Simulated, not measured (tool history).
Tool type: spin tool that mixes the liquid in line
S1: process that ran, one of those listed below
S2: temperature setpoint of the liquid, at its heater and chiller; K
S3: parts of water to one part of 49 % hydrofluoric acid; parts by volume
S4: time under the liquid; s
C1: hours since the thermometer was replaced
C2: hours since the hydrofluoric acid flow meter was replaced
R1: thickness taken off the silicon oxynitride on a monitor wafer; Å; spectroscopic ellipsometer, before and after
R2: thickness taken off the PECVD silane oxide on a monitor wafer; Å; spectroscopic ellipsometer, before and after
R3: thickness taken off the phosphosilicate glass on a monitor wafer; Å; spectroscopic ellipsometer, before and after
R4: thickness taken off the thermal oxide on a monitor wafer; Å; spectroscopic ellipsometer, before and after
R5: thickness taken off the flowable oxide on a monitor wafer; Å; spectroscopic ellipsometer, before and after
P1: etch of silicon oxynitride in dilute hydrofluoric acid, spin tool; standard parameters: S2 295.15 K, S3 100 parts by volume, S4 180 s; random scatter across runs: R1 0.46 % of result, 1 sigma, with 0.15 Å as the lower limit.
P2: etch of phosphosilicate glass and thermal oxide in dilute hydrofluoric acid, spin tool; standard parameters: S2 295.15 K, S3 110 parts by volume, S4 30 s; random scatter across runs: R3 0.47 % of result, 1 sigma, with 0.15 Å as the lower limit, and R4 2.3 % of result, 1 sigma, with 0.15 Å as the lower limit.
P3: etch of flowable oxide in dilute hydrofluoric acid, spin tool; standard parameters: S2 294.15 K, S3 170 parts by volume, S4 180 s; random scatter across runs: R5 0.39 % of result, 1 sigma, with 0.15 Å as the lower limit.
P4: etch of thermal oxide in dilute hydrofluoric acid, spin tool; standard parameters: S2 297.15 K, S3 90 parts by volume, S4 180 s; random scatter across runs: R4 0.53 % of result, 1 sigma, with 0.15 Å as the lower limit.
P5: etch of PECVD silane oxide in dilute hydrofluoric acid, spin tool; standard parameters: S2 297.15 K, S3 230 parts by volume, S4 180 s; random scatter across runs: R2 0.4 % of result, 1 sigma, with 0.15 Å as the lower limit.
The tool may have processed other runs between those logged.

{"run": 1, "hour": 4.3, "S1": "P1", "S2": 295.15, "S3": 100, "S4": 180, "C1": 382.1, "C2": 1362.4, "R1": 46.228}
{"run": 2, "hour": 9.6, "S1": "P1", "S2": 295.15, "S3": 100, "S4": 180, "C1": 387.4, "C2": 1367.7, "R1": 45.885}
{"run": 3, "hour": 14.1, "S1": "P5", "S2": 297.15, "S3": 230, "S4": 30, "C1": 391.9, "C2": 1372.2, "R2": 31.413}
{"run": 4, "hour": 17.4, "S1": "P2", "S2": 295.15, "S3": 110, "S4": 30, "C1": 395.2, "C2": 1375.5, "R3": 427.14, "R4": 12.178}
{"run": 5, "hour": 22.8, "S1": "P1", "S2": 295.15, "S3": 180, "S4": 180, "C1": 400.6, "C2": 1380.9, "R1": 24.041}
{"run": 6, "hour": 26.1, "S1": "P2", "S2": 295.15, "S3": 110, "S4": 30, "C1": 403.9, "C2": 1384.2, "R3": 429.81, "R4": 12.106}
{"run": 7, "hour": 29.9, "S1": "P4", "S2": 297.15, "S3": 90, "S4": 180, "C1": 407.7, "C2": 1388, "R4": 97.228}
{"run": 8, "hour": 35.8, "S1": "P3", "S2": 294.15, "S3": 170, "S4": 340, "C1": 413.6, "C2": 1393.9, "R5": 467.5}
{"run": 9, "hour": 42.7, "S1": "P1", "S2": 290.15, "S3": 100, "S4": 180, "C1": 420.5, "C2": 1400.8, "R1": 35.963}
{"run": 10, "hour": 46.4, "S1": "P2", "S2": 295.15, "S3": 20, "S4": 30, "C1": 424.2, "C2": 1404.5, "R3": 2648.7, "R4": 72.513}
{"run": 11, "hour": 51.0, "S1": "P5", "S2": 297.15, "S3": 130, "S4": 180, "C1": 428.8, "C2": 1409.1, "R2": 374.01}
{"run": 12, "hour": 56.7, "S1": "P1", "S2": 295.15, "S3": 100, "S4": 180, "C1": 434.5, "C2": 1414.8, "R1": 46.433}
{"run": 13, "hour": 61.9, "S1": "P2", "S2": 295.15, "S3": 110, "S4": 15, "C1": 439.7, "C2": 1420, "R3": 215.2, "R4": 5.7705}
{"run": 14, "hour": 65.9, "S1": "P1", "S2": 295.15, "S3": 50, "S4": 180, "C1": 443.7, "C2": 1424, "R1": 95.413}
{"run": 15, "hour": 72.8, "S1": "P1", "S2": 299.65, "S3": 100, "S4": 180, "C1": 450.6, "C2": 1430.9, "R1": 57.436}
{"run": 16, "hour": 76.1, "S1": "P1", "S2": 295.15, "S3": 100, "S4": 320, "C1": 453.9, "C2": 1434.2, "R1": 81.788}
{"run": 17, "hour": 80.5, "S1": "P3", "S2": 294.15, "S3": 170, "S4": 180, "C1": 458.3, "C2": 1438.6, "R5": 249.46}
{"run": 18, "hour": 86.5, "S1": "P4", "S2": 297.15, "S3": 20, "S4": 180, "C1": 464.3, "C2": 1444.6, "R4": 489.29}
{"run": 19, "hour": 90.8, "S1": "P1", "S2": 295.15, "S3": 100, "S4": 180, "C1": 468.6, "C2": 1448.9, "R1": 46.076}
{"run": 20, "hour": 94.9, "S1": "P1", "S2": 300.15, "S3": 145, "S4": 180, "C1": 472.7, "C2": 1453, "R1": 38.763}
{"run": 21, "hour": 99.3, "S1": "P3", "S2": 294.15, "S3": 35, "S4": 180, "C1": 477.1, "C2": 1457.4, "R5": 1405.4}
{"run": 22, "hour": 104.2, "S1": "P4", "S2": 297.15, "S3": 90, "S4": 275, "C1": 482, "C2": 1462.3, "R4": 149.54}
{"run": 23, "hour": 109.1, "S1": "P5", "S2": 290.15, "S3": 230, "S4": 180, "C1": 486.9, "C2": 1467.2, "R2": 144.7}
{"run": 24, "hour": 112.6, "S1": "P3", "S2": 290.15, "S3": 170, "S4": 180, "C1": 490.4, "C2": 1470.7, "R5": 214.21}
{"run": 25, "hour": 115.7, "S1": "P1", "S2": 295.15, "S3": 100, "S4": 180, "C1": 493.5, "C2": 1473.8, "R1": 46.147}
{"run": 26, "hour": 120.0, "S1": "P4", "S2": 304.15, "S3": 90, "S4": 180, "C1": 497.8, "C2": 1478.1, "R4": 128.08}
{"run": 27, "hour": 125.5, "S1": "P1", "S2": 295.15, "S3": 100, "S4": 180, "C1": 503.3, "C2": 1483.6, "R1": 45.809}
{"run": 28, "hour": 132.0, "S1": "P2", "S2": 290.15, "S3": 110, "S4": 30, "C1": 509.8, "C2": 1490.1, "R3": 350.24, "R4": 9.4173}
{"run": 29, "hour": 135.6, "S1": "P1", "S2": 295.15, "S3": 100, "S4": 15, "C1": 513.4, "C2": 1493.7, "R1": 3.5195}
{"run": 30, "hour": 141.8, "S1": "P5", "S2": 297.15, "S3": 230, "S4": 180, "C1": 519.6, "C2": 1499.9, "R2": 187.84}
{"run": 31, "hour": 147.1, "S1": "P1", "S2": 295.15, "S3": 100, "S4": 180, "C1": 524.9, "C2": 1505.2, "R1": 45.874}
{"run": 32, "hour": 152.7, "S1": "P1", "S2": 295.15, "S3": 100, "S4": 180, "C1": 530.5, "C2": 1510.8, "R1": 43.302}
{"run": 33, "hour": 158.3, "S1": "P1", "S2": 295.15, "S3": 100, "S4": 180, "C1": 536.1, "C2": 1516.4, "R1": 42.182}
{"run": 34, "hour": 164.3, "S1": "P1", "S2": 295.15, "S3": 100, "S4": 180, "C1": 542.1, "C2": 1522.4, "R1": 41.5}
{"run": 35, "hour": 167.8, "S1": "P1", "S2": 295.15, "S3": 100, "S4": 180, "C1": 545.6, "C2": 1525.9, "R1": 40.993}
{"run": 36, "hour": 171.2, "S1": "P1", "S2": 295.15, "S3": 100, "S4": 180, "C1": 549, "C2": 1529.3, "R1": 41.537}
{"run": 37, "hour": 177.6, "S1": "P1", "S2": 295.15, "S3": 100, "S4": 180, "C1": 555.4, "C2": 1535.7, "R1": 41.113}
{"run": 38, "hour": 181.7, "S1": "P1", "S2": 295.15, "S3": 100, "S4": 180, "C1": 559.5, "C2": 1539.8, "R1": 41.203}

P1 no longer gives what it gave before; its output has crept away from where it was. The following 2 causes, each at its listed size, fit the log equally well:
A: hydrofluoric acid flow below the setpoint (%) = 10.2
B: liquid colder than its thermometer reads (K) = 2.4
The onset of the drift is placed at about hour 147.1.

Below are 4 check runs, each on a single wafer, with their results shown as question marks. Which of them would tell the listed causes apart, meaning the causes would give clearly different results under it?
{"run": "check 1", "hour": 185.8, "S1": "P5", "S2": 297.15, "S3": 230, "S4": 70, "R2": "?"}
{"run": "check 2", "hour": 185.8, "S1": "P3", "S2": 290.15, "S3": 40, "S4": 180, "R5": "?"}
{"run": "check 3", "hour": 185.8, "S1": "P4", "S2": 300.15, "S3": 25, "S4": 180, "R4": "?"}
{"run": "check 4", "hour": 185.8, "S1": "P2", "S2": 290.15, "S3": 30, "S4": 30, "R3": "?", "R4": "?"}

Expected result of each check under each candidate cause:
check=check_1 result=R2 if_A=64.208 if_B=67.243
check=check_2 result=R5 if_A=921.63 if_B=927.7
check=check_3 result=R4 if_A=390.04 if_B=394.83
check=check_4 result=R3 if_A=1248 if_B=1253.9
check=check_4 result=R4 if_A=34.78 if_B=34.945
Smallest distance between any two causes, each pair judged by its most separating result, in per cent: check 1 4.62 %; check 2 0.66 %; check 3 1.22 %; check 4 0.47 %
The other checks would show nearly matching results whichever cause is true, so check 1 is the only one that separates the causes.

Running check 1 produced the following: R2 63.785 Å. Which one of the listed causes fits?

Of the candidate causes, it is A: hydrofluoric acid flow below the setpoint (%).
